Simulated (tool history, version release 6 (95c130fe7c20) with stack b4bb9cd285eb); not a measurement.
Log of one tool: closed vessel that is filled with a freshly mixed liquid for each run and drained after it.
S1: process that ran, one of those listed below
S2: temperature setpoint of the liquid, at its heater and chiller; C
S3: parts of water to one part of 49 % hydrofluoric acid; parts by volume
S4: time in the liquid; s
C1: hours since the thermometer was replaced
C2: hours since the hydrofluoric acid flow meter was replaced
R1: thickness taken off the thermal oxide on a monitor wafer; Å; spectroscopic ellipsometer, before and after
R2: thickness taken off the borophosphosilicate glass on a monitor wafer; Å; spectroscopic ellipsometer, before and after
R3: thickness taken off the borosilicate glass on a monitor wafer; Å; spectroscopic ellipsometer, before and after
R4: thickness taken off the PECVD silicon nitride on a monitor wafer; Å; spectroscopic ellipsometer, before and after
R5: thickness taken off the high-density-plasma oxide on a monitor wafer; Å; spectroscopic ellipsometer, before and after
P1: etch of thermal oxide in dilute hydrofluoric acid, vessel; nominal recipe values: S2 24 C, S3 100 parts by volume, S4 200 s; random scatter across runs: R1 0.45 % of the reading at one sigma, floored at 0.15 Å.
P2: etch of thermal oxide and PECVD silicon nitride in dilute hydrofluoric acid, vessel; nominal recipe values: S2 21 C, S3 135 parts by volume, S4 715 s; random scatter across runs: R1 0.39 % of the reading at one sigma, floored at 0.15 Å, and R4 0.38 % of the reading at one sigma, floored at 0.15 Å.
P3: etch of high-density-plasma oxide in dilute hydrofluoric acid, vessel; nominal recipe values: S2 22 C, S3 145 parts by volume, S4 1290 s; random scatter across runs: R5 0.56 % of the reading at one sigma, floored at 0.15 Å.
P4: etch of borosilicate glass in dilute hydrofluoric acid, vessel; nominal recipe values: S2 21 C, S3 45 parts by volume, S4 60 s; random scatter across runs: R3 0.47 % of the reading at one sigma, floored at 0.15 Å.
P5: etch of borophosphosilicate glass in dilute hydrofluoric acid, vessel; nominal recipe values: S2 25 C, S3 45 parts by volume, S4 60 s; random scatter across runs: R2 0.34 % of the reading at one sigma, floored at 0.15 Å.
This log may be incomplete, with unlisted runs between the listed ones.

run     day  S1    S2   S3    S4      C1     C2      R1      R2      R3      R4      R5
  1   0.546  P1    24  100   200  1668.6  161.5  90.556
  2   1.088  P1    20  165   200  1681.6  174.5  43.799
  3   1.525  P5    32   45    60  1692.1    185          710.52
  4   2.025  P1    19  100   200  1704.1    197  74.702
  5   2.542  P4    21   45    60  1716.5  209.4                   539.2
  6   3.058  P1  30.5  100   200  1728.9  221.8   116.6
  7   3.725  P2    26  135   715  1744.9  237.8  269.13                  120.45
  8   4.129  P1    24  100   200  1754.6  247.5  91.457
  9   4.842  P3    22  145   340  1771.7  264.6                                  104.06
 10   5.179  P1    24  100    85  1779.8  272.7  38.528
 11   5.692  P1    24  135   200  1792.1    285  64.543
 12     6.1  P3  17.5  145  1290  1801.9  294.8                                  328.93
 13   6.525  P2    21   30   715  1812.1    305  1128.9                  378.94
 14   7.254  P1    24  100   200  1829.6  322.5  90.668
 15   7.808  P3    22  145  1290  1842.9  335.8                                  394.67
 16   8.479  P1    24   40   200    1859  351.9  245.91
 17   8.888  P5    25   65    60  1868.8  361.7          361.69
 18   9.479  P4    21   45    90    1883  375.9                  805.82
 19  10.033  P1    24  100   200  1896.3  389.2  91.101
 20  10.488  P1    24  100   200  1907.2  400.1  91.381
 21  10.875  P3    22  210  1290  1916.5  409.4                                  256.18
 22  11.429  P4    25   45    60  1929.8  422.7                   633.6
 23  11.875  P4    21   20    60  1940.5  433.4                  1257.6
     12.054  -- hydrofluoric acid flow meter replaced
 24  12.512  P5    25   45    60  1955.8   11.1          536.84
 25  12.962  P1    24  100   350  1966.6   21.9  158.87
 26  13.546  P2    21  135   715  1980.6   35.9  220.91                  87.252
 27  14.258  P5    25   45    90  1997.7     53          802.01
 28  14.979  P2    21  135    70    2015   70.3  21.954                  8.7332
 29  15.708  P1    24  100   200  2032.5   87.8  91.495
 30  16.233  P1    24  100   200  2045.1  100.4  89.067
 31  16.721  P1    24  100   200  2056.8  112.1  88.027
 32  17.333  P1    24  100   200  2071.5  126.8  86.691
 33  17.825  P1    24  100   200  2083.3  138.6  85.963
 34  18.208  P1    24  100   200  2092.5  147.8  86.475
 35  18.646  P1    24  100   200    2103  158.3   86.11
 36  19.212  P1    24  100   200  2116.6  171.9  86.336

The log shows P1 creeping away from where it was. Any of the 2 causes listed here, at the size stated for it, fits the log just as well as the others:
A: hydrofluoric acid flow below the setpoint (%) = 4.88
B: liquid colder than its thermometer reads (K) = 1.42
Creep in the process output first set in at about day 15.708.

Consider the 4 single-wafer check runs listed below, results given as question marks: which one distinguishes between the causes by giving clearly different results for each?
check 1  19.779  P4  21   20    60                   ?
check 2  19.779  P3  22  185  1290                           ?
check 3  19.779  P5  30   45    85               ?
check 4  19.779  P2  21   30   210           ?           ?

How each check would come out, cause by cause:
  check  result    if A    if B
check 1      R3    1185  1173.1
check 2      R5  280.27  281.76
check 3      R2  881.84  879.49
check 4      R1  315.02  312.16
check 4      R4  106.16  100.88
Distance between the nearest two causes, measured in the result of the check that separates them most: check 1 1.01 %; check 2 0.53 %; check 3 0.27 %; check 4 5.11 %
Only check 4 tells the causes apart: in the others they would give nearly the same result.

Here is what check 4 returned: R1 312.72 Å; R4 101.01 Å. Which cause is it?

Of the candidate causes, it is B: liquid colder than its thermometer reads (K).

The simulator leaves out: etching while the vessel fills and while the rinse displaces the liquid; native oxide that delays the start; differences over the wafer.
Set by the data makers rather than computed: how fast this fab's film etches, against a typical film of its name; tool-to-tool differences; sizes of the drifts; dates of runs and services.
